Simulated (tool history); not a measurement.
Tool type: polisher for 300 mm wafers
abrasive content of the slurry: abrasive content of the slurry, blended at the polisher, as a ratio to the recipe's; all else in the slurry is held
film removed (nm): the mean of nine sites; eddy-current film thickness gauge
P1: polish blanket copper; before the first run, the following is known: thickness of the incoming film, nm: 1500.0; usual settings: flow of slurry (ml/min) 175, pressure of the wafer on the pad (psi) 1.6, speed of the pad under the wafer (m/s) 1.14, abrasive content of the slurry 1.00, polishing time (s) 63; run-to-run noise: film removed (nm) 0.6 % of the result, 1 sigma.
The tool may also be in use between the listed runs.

run,hour,flow of slurry (ml/min),pressure of the wafer on the pad (psi),speed of the pad under the wafer (m/s),abrasive content of the slurry,polishing time (s),wafers polished on this pad,hours since the slurry nozzle was cleaned,hours since the head pressure was calibrated,hours since the slurry blender was calibrated,film removed (nm)
1,8.5,175,1.6,1.14,1.00,63,265,399.7,221.6,101.0,97.970
2,16.4,175,1.6,0.82,1.00,30,354,407.6,229.5,108.9,33.534
3,23.8,175,1.6,0.56,1.00,63,438,415.0,236.9,116.3,48.387
4,37.9,175,1.6,1.66,1.00,63,597,429.1,251.0,130.4,143.220
5,50.3,175,1.6,1.14,1.45,63,737,441.5,263.4,142.8,106.880
6,56.8,175,1.6,1.14,1.00,63,810,448.0,269.9,149.3,98.288
7,66.6,175,1.6,1.14,1.00,63,921,457.8,279.7,159.1,97.993
8,78.9,235,1.6,1.14,1.00,63,1059,470.1,292.0,171.4,103.030
# hour 84.8: head pressure recalibrated
9,90.3,175,1.6,1.14,1.00,63,1188,481.5,5.6,182.8,97.407
10,104.5,175,2.4,1.14,1.00,63,1348,495.7,19.8,197.0,147.250
11,114.4,175,1.6,1.14,1.00,63,1460,505.6,29.7,206.9,99.107
12,122.0,175,0.7,1.14,1.00,63,1546,513.2,37.3,214.5,42.937
# hour 130.3: slurry blender recalibrated
13,132.6,175,1.6,1.14,1.00,28,1665,523.8,47.9,2.3,43.404
# hour 136.7: slurry nozzle cleaned
14,141.4,105,1.6,1.14,1.00,63,1764,4.7,56.7,11.1,89.520
15,154.1,175,1.6,1.14,1.00,97,1908,17.4,69.4,23.8,150.310
16,165.6,175,2.5,1.14,1.00,32,2037,28.9,80.9,35.3,78.208
17,176.4,175,1.6,1.14,1.00,63,2159,39.7,91.7,46.1,98.318
18,187.2,175,2.0,1.14,0.60,63,2281,50.5,102.5,56.9,110.400
19,199.5,175,1.6,1.14,0.65,63,2420,62.8,114.8,69.2,90.664
20,208.6,175,1.6,1.14,1.00,63,2522,71.9,123.9,78.3,99.156
21,217.1,175,1.6,1.14,1.00,63,2618,80.4,132.4,86.8,94.697
22,225.4,175,1.6,1.14,1.00,63,2712,88.7,140.7,95.1,92.992
23,238.5,175,1.6,1.14,1.00,63,2860,101.8,153.8,108.2,90.866
# hour 242.7: worn pad replaced by a new one
24,251.8,175,1.6,1.14,1.00,63,102,115.1,167.1,121.5,90.008
# hour 255.6: slurry blender recalibrated
25,260.4,175,1.6,1.14,1.00,63,199,123.7,175.7,4.9,89.801
26,267.2,175,1.6,1.14,1.00,63,276,130.5,182.5,11.7,91.358
27,275.6,175,1.6,1.14,1.00,63,371,138.9,190.9,20.1,90.728

Compared with where it was, what P1 gives has crept away. Each cause listed below fits the log as well as the rest, at the size given for it:
A: slurry flow missing at the pad, % = 38.2
B: head's pressure below its setpoint, % = 8.65
The creep began at about hour 208.6.
Each remaining cause and why it is not a fit:
removal rate lost through wear of the pad, %: its service at hour 242.7 followed the start of the drift and did not put the process back to its old value
abrasive missing from the slurry, %: its service at hour 255.6 followed the start of the drift and did not put the process back to its old value

Which of the 4 check runs listed below separates the causes, so that each cause would produce a clearly different result? Each run uses one wafer, and its results are marked with question marks.
check 1,284.0,175,2.4,1.14,1.20,63,,,,,?
check 2,284.0,105,0.9,1.14,1.00,63,,,,,?
check 3,284.0,175,1.6,1.14,1.35,29,,,,,?
check 4,284.0,175,2.3,0.56,1.00,63,,,,,?

What each check would give under each cause:
check,result,if A,if B
check 1,film removed (nm),140.310,140.300
check 2,film removed (nm),43.571,45.884
check 3,film removed (nm),44.190,44.186
check 4,film removed (nm),63.494,63.489
Per check, the gap between the least separated pair of causes, taken in the result that splits them most: check 1 0.01 %; check 2 5.17 %; check 3 0.01 %; check 4 0.01 %
Check 2 distinguishes between the causes, while the remaining checks would return nearly the same result for all of them.

Here is what check 2 returned: film removed (nm) 45.706. Which cause is it?

Of the candidate causes, it is B: head's pressure below its setpoint, %.

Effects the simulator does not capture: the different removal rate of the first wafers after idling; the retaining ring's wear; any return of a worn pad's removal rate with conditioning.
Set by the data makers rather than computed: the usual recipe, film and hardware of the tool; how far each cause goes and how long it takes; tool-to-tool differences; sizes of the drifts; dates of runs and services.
